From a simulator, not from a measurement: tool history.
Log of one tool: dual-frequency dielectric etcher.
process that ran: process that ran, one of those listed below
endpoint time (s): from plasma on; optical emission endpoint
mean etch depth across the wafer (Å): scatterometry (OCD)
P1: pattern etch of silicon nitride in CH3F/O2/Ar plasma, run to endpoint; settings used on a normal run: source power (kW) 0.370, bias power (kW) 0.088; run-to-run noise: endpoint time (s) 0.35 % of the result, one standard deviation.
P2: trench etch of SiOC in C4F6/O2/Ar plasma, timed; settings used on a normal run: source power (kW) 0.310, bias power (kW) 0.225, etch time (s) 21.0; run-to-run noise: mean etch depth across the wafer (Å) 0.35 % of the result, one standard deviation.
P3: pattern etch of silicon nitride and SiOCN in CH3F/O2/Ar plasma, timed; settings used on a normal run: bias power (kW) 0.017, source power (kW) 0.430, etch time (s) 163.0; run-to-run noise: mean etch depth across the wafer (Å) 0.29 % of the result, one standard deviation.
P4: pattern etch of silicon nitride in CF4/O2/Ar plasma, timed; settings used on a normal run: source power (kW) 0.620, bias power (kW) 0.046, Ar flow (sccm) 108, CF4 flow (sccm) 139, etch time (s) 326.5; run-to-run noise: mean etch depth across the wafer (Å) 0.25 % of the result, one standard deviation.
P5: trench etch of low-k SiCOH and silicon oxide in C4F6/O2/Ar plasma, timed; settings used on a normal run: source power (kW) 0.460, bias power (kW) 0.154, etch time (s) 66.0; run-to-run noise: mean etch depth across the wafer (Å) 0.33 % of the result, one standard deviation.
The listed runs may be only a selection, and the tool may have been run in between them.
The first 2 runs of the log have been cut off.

run	hour	process that ran	source power (kW)	bias power (kW)	etch time (s)	Ar flow (sccm)	CF4 flow (sccm)	hours since the last wet clean	hours since the last source power generator calibration	hours since the last bias power generator calibration	endpoint time (s)	mean etch depth across the wafer (Å)
3	17.0	P1	0.370	0.088				300.9	944.1	755.9	77.884	
4	20.5	P4	0.620	0.046	439.0	108	139	304.4	947.6	759.4		9855.40
5	27.1	P1	0.500	0.088				311.0	954.2	766.0	69.199	
6	32.9	P1	0.370	0.088				316.8	960.0	771.8	78.257	
7	37.7	P1	0.370	0.088				321.6	964.8	776.6	77.641	
# hour 40.8: bias power generator calibrated
8	44.1	P5	0.460	0.154	66.0			328.0	971.2	3.3		2123.50
9	48.0	P1	0.260	0.088				331.9	975.1	7.2	88.537	
10	53.5	P4	0.890	0.046	326.5	108	139	337.4	980.6	12.7		10109.00
11	60.2	P2	0.200	0.225	21.0			344.1	987.3	19.4		355.43
12	64.9	P5	0.460	0.203	66.0			348.8	992.0	24.1		2307.90
13	69.4	P5	0.320	0.154	66.0			353.3	996.5	28.6		1836.60
14	74.1	P2	0.310	0.174	21.0			358.0	1001.2	33.3		387.08
15	79.6	P4	0.620	0.046	326.5	108	139	363.5	1006.7	38.8		7336.80
16	85.9	P4	0.620	0.058	326.5	108	139	369.8	1013.0	45.1		7988.90
17	90.8	P2	0.310	0.225	21.0			374.7	1017.9	50.0		422.45
18	94.1	P4	0.620	0.046	326.5	108	82	378.0	1021.2	53.3		6862.60
19	97.5	P1	0.370	0.088				381.4	1024.6	56.7	78.112	
20	101.2	P4	0.620	0.046	326.5	132	139	385.1	1028.3	60.4		7160.90
21	105.8	P1	0.450	0.114				389.7	1032.9	65.0	65.667	
22	112.3	P1	0.370	0.059				396.2	1039.4	71.5	89.326	
23	116.9	P1	0.370	0.088				400.8	1044.0	76.1	77.500	
24	120.7	P1	0.370	0.112				404.6	1047.8	79.9	70.978	
25	124.0	P2	0.310	0.225	14.0			407.9	1051.1	83.2		280.57

What does the tool deliver on the next run?
26	127.9	P5	0.460	0.154	42.5			411.8	1055.0	87.1		?

{"run 26": {"mean etch depth across the wafer (Å)": 1351.9}}
